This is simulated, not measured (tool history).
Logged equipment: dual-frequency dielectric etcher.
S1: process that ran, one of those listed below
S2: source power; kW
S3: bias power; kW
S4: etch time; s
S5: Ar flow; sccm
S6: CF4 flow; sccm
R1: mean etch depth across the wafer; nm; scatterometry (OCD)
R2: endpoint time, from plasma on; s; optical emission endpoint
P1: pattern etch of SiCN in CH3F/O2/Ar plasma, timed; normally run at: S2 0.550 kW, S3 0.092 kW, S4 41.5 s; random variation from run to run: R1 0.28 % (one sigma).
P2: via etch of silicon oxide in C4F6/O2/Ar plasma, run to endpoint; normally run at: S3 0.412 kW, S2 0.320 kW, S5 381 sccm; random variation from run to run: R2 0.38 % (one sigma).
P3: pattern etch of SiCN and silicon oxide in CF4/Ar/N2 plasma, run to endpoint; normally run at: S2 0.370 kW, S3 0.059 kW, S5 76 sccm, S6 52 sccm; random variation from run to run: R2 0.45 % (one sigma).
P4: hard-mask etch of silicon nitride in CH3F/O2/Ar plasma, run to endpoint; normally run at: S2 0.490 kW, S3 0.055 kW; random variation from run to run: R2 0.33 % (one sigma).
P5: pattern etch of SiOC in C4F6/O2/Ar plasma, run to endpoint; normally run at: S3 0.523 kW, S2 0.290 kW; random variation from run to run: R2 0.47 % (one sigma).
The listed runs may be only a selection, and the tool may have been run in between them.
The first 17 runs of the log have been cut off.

Run 18, hour 145.0: S1 P2, S2 0.320 kW, S3 0.412 kW, S5 273 sccm. Result: R2 24.894 s.
Run 19, hour 154.5: S1 P4, S2 0.490 kW, S3 0.055 kW. Result: R2 64.015 s.
Run 20, hour 164.5: S1 P3, S2 0.370 kW, S3 0.059 kW, S5 94 sccm, S6 52 sccm. Result: R2 15.408 s.
Run 21, hour 172.9: S1 P1, S2 0.550 kW, S3 0.092 kW, S4 41.5 s. Result: R1 19.577 nm.
Run 22, hour 177.9: S1 P3, S2 0.370 kW, S3 0.036 kW, S5 76 sccm, S6 52 sccm. Result: R2 17.248 s.
Run 23, hour 187.2: S1 P1, S2 0.550 kW, S3 0.092 kW, S4 41.5 s. Result: R1 19.534 nm.
Run 24, hour 198.0: S1 P5, S2 0.290 kW, S3 0.674 kW. Result: R2 13.407 s.
Run 25, hour 206.2: S1 P1, S2 0.400 kW, S3 0.092 kW, S4 41.5 s. Result: R1 17.385 nm.
Run 26, hour 217.2: S1 P1, S2 0.550 kW, S3 0.092 kW, S4 41.5 s. Result: R1 19.577 nm.

Estimate the outcome of run 27 from the log above:
Run 27, hour 227.3: S1 P4, S2 0.490 kW, S3 0.074 kW. Result: R2 ?.

R2: 57.924 s
